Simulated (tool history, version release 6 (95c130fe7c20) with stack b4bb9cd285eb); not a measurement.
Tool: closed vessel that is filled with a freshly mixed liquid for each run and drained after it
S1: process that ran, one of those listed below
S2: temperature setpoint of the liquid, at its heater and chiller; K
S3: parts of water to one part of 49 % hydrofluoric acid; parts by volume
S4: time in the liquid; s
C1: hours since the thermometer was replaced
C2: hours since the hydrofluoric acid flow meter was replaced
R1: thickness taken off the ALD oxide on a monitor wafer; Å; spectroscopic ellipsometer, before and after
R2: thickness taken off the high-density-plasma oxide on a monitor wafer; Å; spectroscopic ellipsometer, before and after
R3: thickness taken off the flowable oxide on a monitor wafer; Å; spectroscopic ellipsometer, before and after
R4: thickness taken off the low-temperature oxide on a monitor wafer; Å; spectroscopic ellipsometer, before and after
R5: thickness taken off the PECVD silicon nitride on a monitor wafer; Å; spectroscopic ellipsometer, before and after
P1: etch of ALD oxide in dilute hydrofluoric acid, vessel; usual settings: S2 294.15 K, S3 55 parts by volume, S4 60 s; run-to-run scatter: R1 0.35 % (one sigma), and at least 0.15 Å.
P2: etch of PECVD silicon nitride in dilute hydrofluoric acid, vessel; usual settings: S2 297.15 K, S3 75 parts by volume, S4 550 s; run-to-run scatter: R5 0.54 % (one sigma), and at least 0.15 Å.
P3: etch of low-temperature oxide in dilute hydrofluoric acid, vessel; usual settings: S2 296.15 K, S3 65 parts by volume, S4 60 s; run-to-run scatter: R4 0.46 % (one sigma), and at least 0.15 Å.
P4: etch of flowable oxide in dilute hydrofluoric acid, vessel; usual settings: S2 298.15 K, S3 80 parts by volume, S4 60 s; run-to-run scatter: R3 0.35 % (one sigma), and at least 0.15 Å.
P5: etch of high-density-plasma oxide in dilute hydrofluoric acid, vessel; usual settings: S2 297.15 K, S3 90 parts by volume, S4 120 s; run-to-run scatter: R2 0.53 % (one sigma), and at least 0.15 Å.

{"run": 1, "hour": 9.0, "S1": "P1", "S2": 294.15, "S3": 55, "S4": 60, "C1": 104.9, "C2": 1515.9, "R1": 220.57}
{"run": 2, "hour": 24.1, "S1": "P5", "S2": 297.15, "S3": 90, "S4": 45, "C1": 120, "C2": 1531, "R2": 56.576}
{"run": 3, "hour": 32.2, "S1": "P4", "S2": 298.15, "S3": 35, "S4": 60, "C1": 128.1, "C2": 1539.1, "R3": 1017.5}
{"run": 4, "hour": 47.5, "S1": "P1", "S2": 302.15, "S3": 55, "S4": 60, "C1": 143.4, "C2": 1554.4, "R1": 305.18}
{"run": 5, "hour": 63.5, "S1": "P5", "S2": 297.15, "S3": 90, "S4": 120, "C1": 159.4, "C2": 1570.4, "R2": 151.6}
{"run": 6, "hour": 74.7, "S1": "P3", "S2": 296.15, "S3": 65, "S4": 60, "C1": 170.6, "C2": 1581.6, "R4": 192.07}
{"run": 7, "hour": 89.5, "S1": "P1", "S2": 294.15, "S3": 55, "S4": 60, "C1": 185.4, "C2": 1596.4, "R1": 220.78}
{"run": 8, "hour": 100.1, "S1": "P4", "S2": 298.15, "S3": 80, "S4": 60, "C1": 196, "C2": 1607, "R3": 420.41}
{"run": 9, "hour": 116.1, "S1": "P2", "S2": 297.15, "S3": 75, "S4": 550, "C1": 212, "C2": 1623, "R5": 238.56}
{"run": 10, "hour": 126.3, "S1": "P3", "S2": 302.15, "S3": 65, "S4": 60, "C1": 222.2, "C2": 1633.2, "R4": 247.71}
{"run": 11, "hour": 140.1, "S1": "P1", "S2": 294.15, "S3": 25, "S4": 30, "C1": 236, "C2": 1647, "R1": 251.16}
{"run": 12, "hour": 156.7, "S1": "P3", "S2": 296.15, "S3": 65, "S4": 100, "C1": 252.6, "C2": 1663.6, "R4": 324.5}
{"run": 13, "hour": 169.5, "S1": "P5", "S2": 302.65, "S3": 90, "S4": 120, "C1": 265.4, "C2": 1676.4, "R2": 188.57}
{"run": 14, "hour": 177.8, "S1": "P1", "S2": 294.15, "S3": 20, "S4": 60, "C1": 273.7, "C2": 1684.7, "R1": 633.08}
{"run": 15, "hour": 185.7, "S1": "P5", "S2": 297.15, "S3": 160, "S4": 120, "C1": 281.6, "C2": 1692.6, "R2": 78.194}
{"run": 16, "hour": 197.4, "S1": "P1", "S2": 294.15, "S3": 55, "S4": 90, "C1": 293.3, "C2": 1704.3, "R1": 332.09}
{"run": 17, "hour": 209.8, "S1": "P1", "S2": 294.15, "S3": 55, "S4": 60, "C1": 305.7, "C2": 1716.7, "R1": 220.5}
{"run": 18, "hour": 218.1, "S1": "P3", "S2": 296.15, "S3": 25, "S4": 60, "C1": 314, "C2": 1725, "R4": 533.97}
{"run": 19, "hour": 230.7, "S1": "P1", "S2": 294.15, "S3": 55, "S4": 60, "C1": 326.6, "C2": 1737.6, "R1": 219}
{"run": 20, "hour": 241.8, "S1": "P2", "S2": 297.15, "S3": 75, "S4": 550, "C1": 337.7, "C2": 1748.7, "R5": 241.74}
{"run": 21, "hour": 256.7, "S1": "P1", "S2": 294.15, "S3": 80, "S4": 60, "C1": 352.6, "C2": 1763.6, "R1": 147.45}
{"run": 22, "hour": 273.5, "S1": "P1", "S2": 294.15, "S3": 20, "S4": 30, "C1": 369.4, "C2": 1780.4, "R1": 315.26}
{"run": 23, "hour": 283.6, "S1": "P2", "S2": 297.15, "S3": 75, "S4": 175, "C1": 379.5, "C2": 1790.5, "R5": 76.297}
{"run": 24, "hour": 296.0, "S1": "P2", "S2": 297.15, "S3": 135, "S4": 550, "C1": 391.9, "C2": 1802.9, "R5": 135.2}
{"run": 25, "hour": 311.8, "S1": "P2", "S2": 304.15, "S3": 75, "S4": 550, "C1": 407.7, "C2": 1818.7, "R5": 376.03}
{"run": 26, "hour": 325.4, "S1": "P4", "S2": 298.15, "S3": 80, "S4": 30, "C1": 421.3, "C2": 1832.3, "R3": 209.91}
{"run": 27, "hour": 335.2, "S1": "P1", "S2": 290.15, "S3": 20, "S4": 60, "C1": 431.1, "C2": 1842.1, "R1": 532.73}
{"run": 28, "hour": 343.5, "S1": "P1", "S2": 290.15, "S3": 55, "S4": 60, "C1": 439.4, "C2": 1850.4, "R1": 185.21}

The next listed run, before its measurement:
{"run": 29, "hour": 354.5, "S1": "P4", "S2": 292.65, "S3": 80, "S4": 60, "C1": 450.4, "C2": 1861.4, "R3": "?"}

{"run 29": {"R3": 335.3}}
